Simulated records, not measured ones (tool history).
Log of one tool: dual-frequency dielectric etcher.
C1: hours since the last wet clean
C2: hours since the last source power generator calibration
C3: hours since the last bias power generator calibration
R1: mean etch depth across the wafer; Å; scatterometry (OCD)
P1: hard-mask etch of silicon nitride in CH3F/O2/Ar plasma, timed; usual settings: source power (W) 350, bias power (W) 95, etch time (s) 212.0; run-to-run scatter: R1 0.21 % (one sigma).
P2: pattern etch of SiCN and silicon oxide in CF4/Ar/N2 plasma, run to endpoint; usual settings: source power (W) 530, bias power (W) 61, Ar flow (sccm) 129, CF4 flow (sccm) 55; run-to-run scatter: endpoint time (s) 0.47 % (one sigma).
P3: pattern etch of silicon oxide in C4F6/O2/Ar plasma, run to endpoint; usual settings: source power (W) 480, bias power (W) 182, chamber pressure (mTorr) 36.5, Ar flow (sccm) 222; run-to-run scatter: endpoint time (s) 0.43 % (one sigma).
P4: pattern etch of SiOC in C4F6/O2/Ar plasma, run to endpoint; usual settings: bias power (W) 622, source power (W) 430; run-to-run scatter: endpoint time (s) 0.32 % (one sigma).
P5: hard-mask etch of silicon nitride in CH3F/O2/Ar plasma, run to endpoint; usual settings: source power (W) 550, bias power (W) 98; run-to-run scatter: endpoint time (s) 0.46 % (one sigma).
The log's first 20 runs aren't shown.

run 21 hour=201.1 | process_that_ran=P1 source_power_(W)=350 bias_power_(W)=95 etch_time_(s)=300.0 | C1=26.0 C2=1172.0 C3=72.4 | R1=2238.40
run 22 hour=210.5 | process_that_ran=P4 source_power_(W)=430 bias_power_(W)=622 | C1=35.4 C2=1181.4 C3=81.8 | endpoint_time_(s)=8.1909
run 23 hour=220.9 | process_that_ran=P1 source_power_(W)=350 bias_power_(W)=95 etch_time_(s)=212.0 | C1=45.8 C2=1191.8 C3=92.2 | R1=1579.70
run 24 hour=228.8 | process_that_ran=P1 source_power_(W)=410 bias_power_(W)=121 etch_time_(s)=212.0 | C1=53.7 C2=1199.7 C3=100.1 | R1=1838.80
run 25 hour=238.0 | process_that_ran=P1 source_power_(W)=490 bias_power_(W)=95 etch_time_(s)=212.0 | C1=62.9 C2=1208.9 C3=109.3 | R1=1796.40
run 26 hour=248.9 | process_that_ran=P2 source_power_(W)=530 bias_power_(W)=49 Ar_flow_(sccm)=129 CF4_flow_(sccm)=55 | C1=73.8 C2=1219.8 C3=120.2 | endpoint_time_(s)=12.1070
run 27 hour=260.2 | process_that_ran=P3 source_power_(W)=480 bias_power_(W)=182 Ar_flow_(sccm)=222 chamber_pressure_(mTorr)=25.5 | C1=85.1 C2=1231.1 C3=131.5 | endpoint_time_(s)=9.7291
run 28 hour=267.4 | process_that_ran=P3 source_power_(W)=480 bias_power_(W)=112 Ar_flow_(sccm)=222 chamber_pressure_(mTorr)=36.5 | C1=92.3 C2=1238.3 C3=138.7 | endpoint_time_(s)=11.6640
run 29 hour=273.8 | process_that_ran=P1 source_power_(W)=350 bias_power_(W)=95 etch_time_(s)=212.0 | C1=98.7 C2=1244.7 C3=145.1 | R1=1575.30
run 30 hour=284.6 | process_that_ran=P4 source_power_(W)=430 bias_power_(W)=622 | C1=109.5 C2=1255.5 C3=155.9 | endpoint_time_(s)=8.1250
run 31 hour=295.8 | process_that_ran=P1 source_power_(W)=350 bias_power_(W)=134 etch_time_(s)=212.0 | C1=120.7 C2=1266.7 C3=167.1 | R1=1802.20
run 32 hour=301.3 | process_that_ran=P2 source_power_(W)=530 bias_power_(W)=61 Ar_flow_(sccm)=129 CF4_flow_(sccm)=40 | C1=126.2 C2=1272.2 C3=172.6 | endpoint_time_(s)=11.8890
run 33 hour=309.0 | process_that_ran=P1 source_power_(W)=350 bias_power_(W)=95 etch_time_(s)=212.0 | C1=133.9 C2=1279.9 C3=180.3 | R1=1580.30
run 34 hour=321.6 | process_that_ran=P1 source_power_(W)=350 bias_power_(W)=95 etch_time_(s)=212.0 | C1=146.5 C2=1292.5 C3=192.9 | R1=1572.80
run 35 hour=331.2 | process_that_ran=P1 source_power_(W)=350 bias_power_(W)=95 etch_time_(s)=212.0 | C1=156.1 C2=1302.1 C3=202.5 | R1=1567.40
run 36 hour=337.4 | process_that_ran=P1 source_power_(W)=350 bias_power_(W)=95 etch_time_(s)=212.0 | C1=162.3 C2=1308.3 C3=208.7 | R1=1567.80
run 37 hour=346.4 | process_that_ran=P1 source_power_(W)=350 bias_power_(W)=95 etch_time_(s)=212.0 | C1=171.3 C2=1317.3 C3=217.7 | R1=1559.00
run 38 hour=358.0 | process_that_ran=P1 source_power_(W)=350 bias_power_(W)=95 etch_time_(s)=212.0 | C1=182.9 C2=1328.9 C3=229.3 | R1=1555.90
run 39 hour=364.0 | process_that_ran=P1 source_power_(W)=350 bias_power_(W)=95 etch_time_(s)=212.0 | C1=188.9 C2=1334.9 C3=235.3 | R1=1557.60
-- hour=369.2 wet clean of the chamber
run 40 hour=373.3 | process_that_ran=P1 source_power_(W)=350 bias_power_(W)=95 etch_time_(s)=212.0 | C1=4.1 C2=1344.2 C3=244.6 | R1=1553.40
run 41 hour=384.3 | process_that_ran=P1 source_power_(W)=350 bias_power_(W)=95 etch_time_(s)=212.0 | C1=15.1 C2=1355.2 C3=255.6 | R1=1555.50

Forecast run 42:
run 42 hour=395.4 | process_that_ran=P1 source_power_(W)=350 bias_power_(W)=95 etch_time_(s)=212.0 | C1=26.2 C2=1366.3 C3=266.7 | R1=?

{"run 42": {"R1": 1557.7}}
